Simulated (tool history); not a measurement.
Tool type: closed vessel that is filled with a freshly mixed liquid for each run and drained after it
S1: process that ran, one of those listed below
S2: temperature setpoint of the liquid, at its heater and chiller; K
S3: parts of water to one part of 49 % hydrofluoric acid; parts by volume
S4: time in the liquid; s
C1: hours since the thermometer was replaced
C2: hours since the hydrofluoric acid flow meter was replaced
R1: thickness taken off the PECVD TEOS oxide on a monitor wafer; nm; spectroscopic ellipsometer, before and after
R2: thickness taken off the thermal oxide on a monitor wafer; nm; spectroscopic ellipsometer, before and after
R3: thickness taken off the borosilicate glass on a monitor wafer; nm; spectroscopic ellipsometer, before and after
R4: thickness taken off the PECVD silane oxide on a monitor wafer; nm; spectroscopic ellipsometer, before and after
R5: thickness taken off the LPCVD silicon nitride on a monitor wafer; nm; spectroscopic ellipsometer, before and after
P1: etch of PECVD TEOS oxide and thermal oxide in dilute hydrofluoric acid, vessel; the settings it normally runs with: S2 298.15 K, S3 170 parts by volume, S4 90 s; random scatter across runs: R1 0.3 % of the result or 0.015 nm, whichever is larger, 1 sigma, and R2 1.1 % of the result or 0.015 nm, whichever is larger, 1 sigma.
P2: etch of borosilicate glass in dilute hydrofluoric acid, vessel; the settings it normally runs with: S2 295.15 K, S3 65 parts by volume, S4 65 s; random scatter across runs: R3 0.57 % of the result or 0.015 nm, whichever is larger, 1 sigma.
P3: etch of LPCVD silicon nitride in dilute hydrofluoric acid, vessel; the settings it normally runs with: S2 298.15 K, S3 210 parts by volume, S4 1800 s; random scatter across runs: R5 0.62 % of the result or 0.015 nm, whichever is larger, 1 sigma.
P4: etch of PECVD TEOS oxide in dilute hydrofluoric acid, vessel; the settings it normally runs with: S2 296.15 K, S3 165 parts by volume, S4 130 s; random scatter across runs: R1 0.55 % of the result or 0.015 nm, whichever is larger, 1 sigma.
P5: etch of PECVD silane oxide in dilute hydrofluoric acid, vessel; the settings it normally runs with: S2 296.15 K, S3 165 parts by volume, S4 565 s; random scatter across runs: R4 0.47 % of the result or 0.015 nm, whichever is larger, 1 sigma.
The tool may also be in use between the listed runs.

run	hour	S1	S2	S3	S4	C1	C2	R1	R2	R3	R4	R5
1	6.2	P1	298.15	170	90	1869.9	1231.0	9.4784	2.36060			
2	13.4	P2	295.15	65	65	1877.1	1238.2			24.089		
3	17.0	P1	298.15	170	90	1880.7	1241.8	9.5315	2.32200			
4	24.4	P1	305.15	90	90	1888.1	1249.2	25.8760	6.29330			
5	30.6	P5	296.15	165	45	1894.3	1255.4				4.0367	
6	35.2	P3	298.15	210	1800	1898.9	1260.0					4.1418
7	42.9	P1	298.15	170	90	1906.6	1267.7	9.5378	2.36480			
8	49.8	P1	298.15	260	90	1913.5	1274.6	5.6425	1.37640			
9	57.7	P1	298.15	170	90	1921.4	1282.5	9.5188	2.35730			
10	64.0	P4	296.15	165	130	1927.7	1288.8	9.0865				
11	69.2	P2	295.15	65	30	1932.9	1294.0			11.161		
12	73.6	P3	298.15	90	1800	1937.3	1298.4					9.4398
13	80.7	P4	290.15	165	130	1944.4	1305.5	7.2454				
14	86.4	P5	296.15	100	565	1950.1	1311.2				88.3280	
15	92.5	P1	298.15	170	90	1956.2	1317.3	9.5221	2.33890			
16	98.6	P5	296.15	165	565	1962.3	1323.4				49.9620	
17	104.9	P1	298.15	170	90	1968.6	1329.7	9.5392	2.32390			
18	112.3	P1	305.15	170	90	1976.0	1337.1	12.2200	2.99160			
19	120.3	P3	298.15	210	2715	1984.0	1345.1					6.2512
20	128.2	P5	290.15	165	565	1991.9	1353.0				39.9100	
21	135.2	P2	301.15	65	65	1998.9	1360.0			30.194		
22	139.3	P4	296.15	260	130	2003.0	1364.1	5.2252				
23	143.2	P4	296.15	165	210	2006.9	1368.0	14.6540				
24	146.8	P4	296.15	165	130	2010.5	1371.6	9.0786				
25	153.8	P1	298.15	170	90	2017.5	1378.6	9.5035	2.37340			
26	159.9	P1	292.65	170	90	2023.6	1384.7	7.7177	1.92630			
27	165.1	P2	295.15	90	65	2028.8	1389.9			16.598		
28	168.6	P1	298.15	65	90	2032.3	1393.4	28.4460	7.02920			
29	173.0	P3	303.65	210	1800	2036.7	1397.8					5.7227
30	178.8	P1	298.15	170	35	2042.5	1403.6	3.6970	0.91305			
31	184.5	P1	298.15	170	160	2048.2	1409.3	16.8600	4.15720			
32	190.9	P1	298.15	170	90	2054.6	1415.7	9.5197	2.35660			
33	196.8	P1	298.15	170	90	2060.5	1421.6	9.8534	2.41600			
34	203.0	P1	298.15	170	90	2066.7	1427.8	9.9542	2.44690			
35	210.3	P1	298.15	170	90	2074.0	1435.1	10.0690	2.46810			
36	217.4	P1	298.15	170	90	2081.1	1442.2	10.1260	2.52950			
37	223.0	P1	298.15	170	90	2086.7	1447.8	10.1170	2.51070			
38	230.7	P1	298.15	170	90	2094.4	1455.5	10.2130	2.52060			

Compared with where it was, what P1 gives has crept away. Each cause listed below fits the log as well as the rest, at the size given for it:
A: liquid hotter than its thermometer reads (K) = 1.83
B: hydrofluoric acid flow above the setpoint (%) = 5.84
The drift started at roughly hour 190.9.

Of the 4 check runs listed below, each run on one wafer and each result written as a question mark, which would let you distinguish the listed causes because they would give clearly different results?
check 1	238.4	P3	298.15	210	1800							?
check 2	238.4	P2	295.15	65	65					?		
check 3	238.4	P4	296.15	165	130			?				
check 4	238.4	P5	296.15	165	565						?	

Check results expected under each cause:
check	result	if A	if B
check 1	R5	4.6144	4.3598
check 2	R3	25.701	25.348
check 3	R1	9.7900	9.7651
check 4	R4	53.7880	53.6520
How far apart the two closest causes lie, in the result that separates them most: check 1 5.68 %; check 2 1.38 %; check 3 0.25 %; check 4 0.25 %
Check 1 is the one run that separates the causes; every other check would come out nearly the same whichever cause is at work.

After running check 1, the following was obtained: R5 4.6397 nm. Which cause does this point to?

The correct cause is A, namely: liquid hotter than its thermometer reads (K).

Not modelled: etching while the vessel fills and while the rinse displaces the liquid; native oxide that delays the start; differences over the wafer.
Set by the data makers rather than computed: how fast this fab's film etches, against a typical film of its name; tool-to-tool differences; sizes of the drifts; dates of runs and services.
